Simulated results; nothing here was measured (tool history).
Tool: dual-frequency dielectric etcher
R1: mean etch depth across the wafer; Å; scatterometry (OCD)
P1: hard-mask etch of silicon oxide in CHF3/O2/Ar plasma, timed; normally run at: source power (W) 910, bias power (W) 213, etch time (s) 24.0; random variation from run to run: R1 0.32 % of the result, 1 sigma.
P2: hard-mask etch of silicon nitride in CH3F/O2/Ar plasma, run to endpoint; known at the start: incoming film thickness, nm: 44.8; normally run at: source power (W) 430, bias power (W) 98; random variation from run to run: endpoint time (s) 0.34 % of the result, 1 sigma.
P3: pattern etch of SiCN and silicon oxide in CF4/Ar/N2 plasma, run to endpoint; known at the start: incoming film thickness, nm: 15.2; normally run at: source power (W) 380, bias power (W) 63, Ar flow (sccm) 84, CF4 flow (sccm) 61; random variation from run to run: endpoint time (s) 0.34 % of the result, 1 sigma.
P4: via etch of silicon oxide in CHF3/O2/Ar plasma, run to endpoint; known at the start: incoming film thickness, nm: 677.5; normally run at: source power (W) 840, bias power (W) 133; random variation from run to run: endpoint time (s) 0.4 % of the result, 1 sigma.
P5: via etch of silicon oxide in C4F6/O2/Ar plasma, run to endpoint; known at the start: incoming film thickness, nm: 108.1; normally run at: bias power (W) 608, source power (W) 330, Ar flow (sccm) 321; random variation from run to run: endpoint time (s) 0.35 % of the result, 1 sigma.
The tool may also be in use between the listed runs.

run 1 hour=3.5 | process_that_ran=P1 source_power_(W)=910 bias_power_(W)=213 etch_time_(s)=24.0 | R1=604.10
run 2 hour=5.9 | process_that_ran=P5 source_power_(W)=330 bias_power_(W)=608 Ar_flow_(sccm)=321 | endpoint_time_(s)=24.376
run 3 hour=9.0 | process_that_ran=P4 source_power_(W)=840 bias_power_(W)=133 | endpoint_time_(s)=325.170
run 4 hour=11.6 | process_that_ran=P1 source_power_(W)=910 bias_power_(W)=213 etch_time_(s)=24.0 | R1=606.55
run 5 hour=13.9 | process_that_ran=P3 source_power_(W)=540 bias_power_(W)=63 Ar_flow_(sccm)=84 CF4_flow_(sccm)=61 | endpoint_time_(s)=15.997
run 6 hour=18.1 | process_that_ran=P3 source_power_(W)=380 bias_power_(W)=63 Ar_flow_(sccm)=84 CF4_flow_(sccm)=41 | endpoint_time_(s)=23.103
run 7 hour=20.7 | process_that_ran=P1 source_power_(W)=910 bias_power_(W)=213 etch_time_(s)=14.0 | R1=353.32
run 8 hour=24.0 | process_that_ran=P5 source_power_(W)=230 bias_power_(W)=608 Ar_flow_(sccm)=321 | endpoint_time_(s)=27.780
run 9 hour=27.9 | process_that_ran=P1 source_power_(W)=910 bias_power_(W)=213 etch_time_(s)=24.0 | R1=607.20
run 10 hour=30.5 | process_that_ran=P1 source_power_(W)=1270 bias_power_(W)=213 etch_time_(s)=19.5 | R1=559.79
run 11 hour=34.0 | process_that_ran=P1 source_power_(W)=1190 bias_power_(W)=213 etch_time_(s)=24.0 | R1=675.59
run 12 hour=36.5 | process_that_ran=P1 source_power_(W)=910 bias_power_(W)=152 etch_time_(s)=24.0 | R1=541.38
run 13 hour=40.2 | process_that_ran=P1 source_power_(W)=910 bias_power_(W)=213 etch_time_(s)=24.0 | R1=603.68
run 14 hour=43.0 | process_that_ran=P5 source_power_(W)=330 bias_power_(W)=363 Ar_flow_(sccm)=321 | endpoint_time_(s)=29.522
run 15 hour=46.1 | process_that_ran=P2 source_power_(W)=250 bias_power_(W)=98 | endpoint_time_(s)=71.542
run 16 hour=49.4 | process_that_ran=P1 source_power_(W)=550 bias_power_(W)=213 etch_time_(s)=24.0 | R1=500.78
run 17 hour=52.0 | process_that_ran=P2 source_power_(W)=430 bias_power_(W)=98 | endpoint_time_(s)=58.895
run 18 hour=56.2 | process_that_ran=P1 source_power_(W)=910 bias_power_(W)=277 etch_time_(s)=24.0 | R1=662.36
run 19 hour=58.4 | process_that_ran=P5 source_power_(W)=330 bias_power_(W)=608 Ar_flow_(sccm)=427 | endpoint_time_(s)=25.293
run 20 hour=61.2 | process_that_ran=P4 source_power_(W)=840 bias_power_(W)=105 | endpoint_time_(s)=347.750
run 21 hour=63.9 | process_that_ran=P2 source_power_(W)=430 bias_power_(W)=128 | endpoint_time_(s)=53.011
run 22 hour=68.5 | process_that_ran=P3 source_power_(W)=380 bias_power_(W)=63 Ar_flow_(sccm)=67 CF4_flow_(sccm)=61 | endpoint_time_(s)=21.231
run 23 hour=71.4 | process_that_ran=P2 source_power_(W)=430 bias_power_(W)=98 | endpoint_time_(s)=58.798
run 24 hour=74.6 | process_that_ran=P1 source_power_(W)=910 bias_power_(W)=213 etch_time_(s)=31.5 | R1=796.41
run 25 hour=77.4 | process_that_ran=P1 source_power_(W)=910 bias_power_(W)=213 etch_time_(s)=24.0 | R1=605.65
run 26 hour=82.1 | process_that_ran=P3 source_power_(W)=380 bias_power_(W)=90 Ar_flow_(sccm)=84 CF4_flow_(sccm)=61 | endpoint_time_(s)=19.282
run 27 hour=85.9 | process_that_ran=P1 source_power_(W)=910 bias_power_(W)=213 etch_time_(s)=24.0 | R1=601.11
run 28 hour=89.8 | process_that_ran=P3 source_power_(W)=380 bias_power_(W)=63 Ar_flow_(sccm)=84 CF4_flow_(sccm)=61 | endpoint_time_(s)=21.875
run 29 hour=93.7 | process_that_ran=P4 source_power_(W)=600 bias_power_(W)=133 | endpoint_time_(s)=369.980
run 30 hour=97.2 | process_that_ran=P1 source_power_(W)=550 bias_power_(W)=168 etch_time_(s)=24.0 | R1=458.58
run 31 hour=100.5 | process_that_ran=P1 source_power_(W)=910 bias_power_(W)=213 etch_time_(s)=24.0 | R1=604.43
run 32 hour=103.3 | process_that_ran=P1 source_power_(W)=910 bias_power_(W)=213 etch_time_(s)=24.0 | R1=600.10
run 33 hour=106.5 | process_that_ran=P1 source_power_(W)=910 bias_power_(W)=213 etch_time_(s)=24.0 | R1=600.92
run 34 hour=110.8 | process_that_ran=P1 source_power_(W)=910 bias_power_(W)=213 etch_time_(s)=24.0 | R1=598.90
run 35 hour=114.2 | process_that_ran=P1 source_power_(W)=910 bias_power_(W)=213 etch_time_(s)=24.0 | R1=598.42
run 36 hour=116.6 | process_that_ran=P1 source_power_(W)=910 bias_power_(W)=213 etch_time_(s)=24.0 | R1=597.03
run 37 hour=121.0 | process_that_ran=P1 source_power_(W)=910 bias_power_(W)=213 etch_time_(s)=24.0 | R1=597.78
-- hour=124.7 wet clean of the chamber
run 38 hour=125.0 | process_that_ran=P1 source_power_(W)=910 bias_power_(W)=213 etch_time_(s)=24.0 | R1=592.67
run 39 hour=129.5 | process_that_ran=P1 source_power_(W)=910 bias_power_(W)=213 etch_time_(s)=24.0 | R1=596.81
run 40 hour=133.7 | process_that_ran=P1 source_power_(W)=910 bias_power_(W)=213 etch_time_(s)=24.0 | R1=598.74

What P1 gives has crept away from where it was. These 2 causes fit the log equally well, each at the size given:
A: bias power that arrives under what is set, % = 4.65
B: source power that arrives under what is set, % = 4.11
The creep began at about hour 100.5.
Why every other cause is out:
chamber walls in a state that lowers the etch rate, %: serviced at hour 124.7, which brought nothing back

4 check runs are offered, each on 2 wafers whose results are averaged, their results left as question marks. Which one tells the causes apart?
run check 1 hour=137.9 | process_that_ran=P3 source_power_(W)=380 bias_power_(W)=63 Ar_flow_(sccm)=84 CF4_flow_(sccm)=61 | endpoint_time_(s)=?
run check 2 hour=137.9 | process_that_ran=P4 source_power_(W)=840 bias_power_(W)=133 | endpoint_time_(s)=?
run check 3 hour=137.9 | process_that_ran=P2 source_power_(W)=430 bias_power_(W)=98 | endpoint_time_(s)=?
run check 4 hour=137.9 | process_that_ran=P5 source_power_(W)=330 bias_power_(W)=608 Ar_flow_(sccm)=321 | endpoint_time_(s)=?

What each check would give under each cause:
check=check_1 result=endpoint_time_(s) if_A=22.130 if_B=22.610
check=check_2 result=endpoint_time_(s) if_A=329.900 if_B=330.550
check=check_3 result=endpoint_time_(s) if_A=59.794 if_B=59.699
check=check_4 result=endpoint_time_(s) if_A=24.864 if_B=24.787
How far apart the two closest causes lie, in the result that separates them most: check 1 2.15 %; check 2 0.2 %; check 3 0.16 %; check 4 0.31 %
Only check 1 tells the causes apart: in the others they would give nearly the same result.

Check 1 was then run and gave: endpoint time (s) 22.606. Which cause is it?

It is B: source power that arrives under what is set, %.

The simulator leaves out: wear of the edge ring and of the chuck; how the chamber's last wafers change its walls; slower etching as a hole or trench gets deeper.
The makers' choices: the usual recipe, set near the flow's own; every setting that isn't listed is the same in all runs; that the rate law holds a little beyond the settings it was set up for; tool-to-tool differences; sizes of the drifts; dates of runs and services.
